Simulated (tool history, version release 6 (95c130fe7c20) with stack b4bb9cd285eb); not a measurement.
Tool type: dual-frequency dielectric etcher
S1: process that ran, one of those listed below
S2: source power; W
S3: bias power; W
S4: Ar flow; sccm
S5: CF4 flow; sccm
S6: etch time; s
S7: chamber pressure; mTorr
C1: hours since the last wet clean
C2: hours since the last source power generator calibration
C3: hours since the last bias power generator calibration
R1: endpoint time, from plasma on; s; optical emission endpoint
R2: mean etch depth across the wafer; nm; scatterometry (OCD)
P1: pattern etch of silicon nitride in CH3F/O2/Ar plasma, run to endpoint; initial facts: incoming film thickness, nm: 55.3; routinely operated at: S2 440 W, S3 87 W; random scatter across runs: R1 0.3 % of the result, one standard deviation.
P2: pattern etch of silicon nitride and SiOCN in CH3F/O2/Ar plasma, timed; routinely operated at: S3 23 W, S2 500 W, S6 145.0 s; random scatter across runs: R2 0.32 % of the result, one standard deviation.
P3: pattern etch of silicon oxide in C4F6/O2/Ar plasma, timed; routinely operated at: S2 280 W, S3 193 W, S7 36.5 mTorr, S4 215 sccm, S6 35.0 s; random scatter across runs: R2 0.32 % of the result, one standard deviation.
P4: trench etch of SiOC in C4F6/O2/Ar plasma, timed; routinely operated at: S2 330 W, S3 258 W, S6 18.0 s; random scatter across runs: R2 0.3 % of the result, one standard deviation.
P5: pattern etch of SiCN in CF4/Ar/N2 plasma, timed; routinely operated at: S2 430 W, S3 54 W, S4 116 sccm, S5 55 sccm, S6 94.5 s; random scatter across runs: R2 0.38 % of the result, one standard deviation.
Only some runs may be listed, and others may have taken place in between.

run,hour,S1,S2,S3,S4,S5,S6,S7,C1,C2,C3,R1,R2
1,12.3,P1,440,87,,,,,347.0,1051.1,2639.5,74.049,
2,23.9,P5,430,31,116,55,94.5,,358.6,1062.7,2651.1,,54.907
3,32.7,P1,620,87,,,,,367.4,1071.5,2659.9,65.140,
4,40.7,P3,280,193,215,,35.0,36.5,375.4,1079.5,2667.9,,98.352
5,53.3,P2,500,23,,,145.0,,388.0,1092.1,2680.5,,21.651
6,63.2,P1,440,87,,,,,397.9,1102.0,2690.4,74.095,
7,77.0,P5,430,54,116,55,94.5,,411.7,1115.8,2704.2,,65.145
8,92.2,P1,440,87,,,,,426.9,1131.0,2719.4,74.052,
9,107.4,P4,330,176,,,18.0,,442.1,1146.2,2734.6,,34.711
10,115.6,P5,330,54,116,55,94.5,,450.3,1154.4,2742.8,,52.231
11,122.8,P4,330,258,,,10.0,,457.5,1161.6,2750.0,,21.924
12,136.0,P2,610,23,,,145.0,,470.7,1174.8,2763.2,,23.147
13,152.1,P3,280,133,215,,35.0,36.5,486.8,1190.9,2779.3,,87.760
14,164.2,P4,330,258,,,18.0,,498.9,1203.0,2791.4,,39.377
15,173.2,P1,440,59,,,,,507.9,1212.0,2800.4,84.628,
16,183.6,P2,500,29,,,145.0,,518.3,1222.4,2810.8,,23.920
17,197.1,P1,270,110,,,,,531.8,1235.9,2824.3,80.985,
18,204.1,P5,430,54,116,55,94.5,,538.8,1242.9,2831.3,,66.007
19,213.3,P3,280,193,215,,35.0,49.5,548.0,1252.1,2840.5,,95.044
20,223.2,P4,250,258,,,18.0,,557.9,1262.0,2850.4,,35.631
21,238.8,P1,290,87,,,,,573.5,1277.6,2866.0,86.999,
22,246.5,P3,380,193,215,,35.0,36.5,581.2,1285.3,2873.7,,111.030
23,261.2,P2,500,23,,,80.5,,595.9,1300.0,2888.4,,12.029
24,273.3,P3,280,193,215,,35.0,36.5,608.0,1312.1,2900.5,,97.808
25,285.5,P1,440,87,,,,,620.2,1324.3,2912.7,74.479,
26,293.8,P1,440,87,,,,,628.5,1332.6,2921.0,73.941,
27,305.8,P3,280,193,215,,43.5,36.5,640.5,1344.6,2933.0,,121.690
28,318.0,P5,430,54,116,42,94.5,,652.7,1356.8,2945.2,,62.166
29,327.5,P5,430,54,116,55,129.5,,662.2,1366.3,2954.7,,89.347
30,337.3,P5,430,54,141,55,94.5,,672.0,1376.1,2964.5,,63.712
31,351.0,P1,440,119,,,,,685.7,1389.8,2978.2,65.998,
32,365.5,P3,280,193,171,,35.0,36.5,700.2,1404.3,2992.7,,101.170
33,376.2,P1,440,87,,,,,710.9,1415.0,3003.4,74.082,

Run 34 has not been measured yet. What should we expect?
34,383.9,P1,440,87,,,,,718.6,1422.7,3011.1,?,

R1: 73.744 s
